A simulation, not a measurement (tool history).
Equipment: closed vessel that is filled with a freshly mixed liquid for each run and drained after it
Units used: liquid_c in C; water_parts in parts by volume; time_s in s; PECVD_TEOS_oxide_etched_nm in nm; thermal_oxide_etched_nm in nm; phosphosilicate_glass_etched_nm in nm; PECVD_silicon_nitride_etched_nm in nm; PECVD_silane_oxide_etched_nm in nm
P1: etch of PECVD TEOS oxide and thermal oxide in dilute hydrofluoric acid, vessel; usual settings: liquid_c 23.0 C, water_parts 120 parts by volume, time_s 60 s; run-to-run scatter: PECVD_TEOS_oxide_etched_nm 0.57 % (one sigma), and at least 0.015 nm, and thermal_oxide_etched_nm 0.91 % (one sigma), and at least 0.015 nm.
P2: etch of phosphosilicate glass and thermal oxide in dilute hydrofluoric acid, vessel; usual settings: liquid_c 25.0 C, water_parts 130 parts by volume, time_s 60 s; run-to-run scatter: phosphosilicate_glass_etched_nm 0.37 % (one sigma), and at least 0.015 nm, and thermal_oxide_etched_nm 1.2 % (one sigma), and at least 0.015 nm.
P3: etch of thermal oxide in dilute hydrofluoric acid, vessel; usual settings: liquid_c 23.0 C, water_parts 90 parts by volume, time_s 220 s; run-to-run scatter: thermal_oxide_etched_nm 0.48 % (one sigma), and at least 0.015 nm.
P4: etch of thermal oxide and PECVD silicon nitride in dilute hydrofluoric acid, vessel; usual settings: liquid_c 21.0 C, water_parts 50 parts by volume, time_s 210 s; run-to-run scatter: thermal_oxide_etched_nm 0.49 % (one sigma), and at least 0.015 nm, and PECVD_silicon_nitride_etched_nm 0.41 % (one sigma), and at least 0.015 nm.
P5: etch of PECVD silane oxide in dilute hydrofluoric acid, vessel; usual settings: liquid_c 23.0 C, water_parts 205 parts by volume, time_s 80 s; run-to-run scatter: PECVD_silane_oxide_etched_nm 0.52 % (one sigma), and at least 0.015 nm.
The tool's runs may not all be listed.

run,hour,process,liquid_c,water_parts,time_s,PECVD_TEOS_oxide_etched_nm,thermal_oxide_etched_nm,phosphosilicate_glass_etched_nm,PECVD_silicon_nitride_etched_nm,PECVD_silane_oxide_etched_nm
1,9.9,P1,23.0,120,60,11.5240,2.2510,,,
2,19.0,P2,25.0,130,60,,2.1337,56.943,,
3,27.0,P3,23.0,90,365,,18.8330,,,
4,31.5,P3,23.0,90,220,,11.3640,,,
5,36.4,P1,23.0,120,60,11.4520,2.1779,,,
6,41.6,P3,23.0,20,220,,55.9270,,,
7,47.7,P1,29.0,75,60,24.3870,4.8106,,,
8,52.3,P1,23.0,65,60,22.7580,4.3709,,,
9,58.5,P4,17.0,50,210,,15.9770,,5.8041,
10,63.0,P1,23.0,120,60,11.4710,2.2362,,,
11,68.4,P1,23.0,120,60,11.4310,2.2765,,,
12,74.5,P1,28.5,120,60,14.0600,2.7044,,,
13,82.1,P5,17.0,205,80,,,,,4.7759
14,91.4,P4,21.0,50,45,,4.0400,,1.6416,
15,97.2,P1,23.0,120,30,5.7801,1.1130,,,
16,102.1,P4,21.0,50,210,,18.7770,,7.6720,
17,110.8,P5,23.0,300,80,,,,,3.7788
18,115.6,P1,18.0,120,60,9.4387,1.7786,,,
19,121.5,P3,31.0,90,220,,15.3830,,,
20,127.4,P1,23.0,120,60,11.4470,2.2626,,,
21,132.5,P1,23.0,205,60,6.1726,1.2052,,,
22,139.8,P2,25.0,35,60,,8.8531,238.460,,
23,146.3,P2,25.0,130,105,,3.7115,99.107,,
24,156.0,P4,21.0,85,210,,10.7560,,4.5660,
25,161.3,P1,23.0,120,60,11.4690,2.1986,,,
26,168.0,P2,20.5,130,60,,1.7858,47.421,,
27,176.5,P1,23.0,120,110,20.9000,4.1039,,,
28,182.9,P4,21.0,50,210,,18.9550,,7.6774,
29,189.7,P5,23.0,205,80,,,,,6.0682
30,196.6,P5,23.0,205,145,,,,,10.8370
31,203.5,P1,23.0,120,60,11.4870,2.2486,,,
32,212.9,P1,23.0,120,60,12.1080,2.3138,,,
33,219.9,P1,23.0,120,60,12.1750,2.3419,,,
34,226.8,P1,23.0,120,60,12.3500,2.4528,,,
35,234.3,P1,23.0,120,60,12.3300,2.4096,,,
36,239.6,P1,23.0,120,60,12.5820,2.3877,,,
37,245.4,P1,23.0,120,60,12.5890,2.4439,,,
38,254.5,P1,23.0,120,60,12.5370,2.4155,,,

The output of P1 has drifted from where it used to be. Each of the 2 causes below, taken at the size shown beside it, accounts for the log equally well:
A: liquid hotter than its thermometer reads (K) = 2.31
B: hydrofluoric acid flow above the setpoint (%) = 8.24
Creep in the process output first set in at about hour 203.5.

Each of the 4 check runs below uses one wafer; its results are left as question marks. Which run tells the causes apart?
check 1,263.6,P3,23.0,90,220,,?,,,
check 2,263.6,P2,25.0,130,60,,?,?,,
check 3,263.6,P4,21.0,50,210,,?,,?,
check 4,263.6,P5,23.0,205,80,,,,,?

How each check would come out, cause by cause:
check,result,if A,if B
check 1,thermal_oxide_etched_nm,12.3840,12.3280
check 2,thermal_oxide_etched_nm,2.3121,2.3202
check 2,phosphosilicate_glass_etched_nm,62.044,62.262
check 3,thermal_oxide_etched_nm,20.8530,20.5940
check 3,PECVD_silicon_nitride_etched_nm,8.9771,8.2804
check 4,PECVD_silane_oxide_etched_nm,6.5818,6.6527
Smallest distance between any two causes, each pair judged by its most separating result, in per cent: check 1 0.45 %; check 2 0.35 %; check 3 8.08 %; check 4 1.07 %
Of the check runs offered, only check 3 discriminates between the causes; the rest would read about the same regardless of which cause applies.

The results of check 3 are: thermal_oxide_etched_nm 20.8200 nm; PECVD_silicon_nitride_etched_nm 8.9868 nm. Based on these, which of the listed causes is it?

Of the candidate causes, it is A: liquid hotter than its thermometer reads (K).

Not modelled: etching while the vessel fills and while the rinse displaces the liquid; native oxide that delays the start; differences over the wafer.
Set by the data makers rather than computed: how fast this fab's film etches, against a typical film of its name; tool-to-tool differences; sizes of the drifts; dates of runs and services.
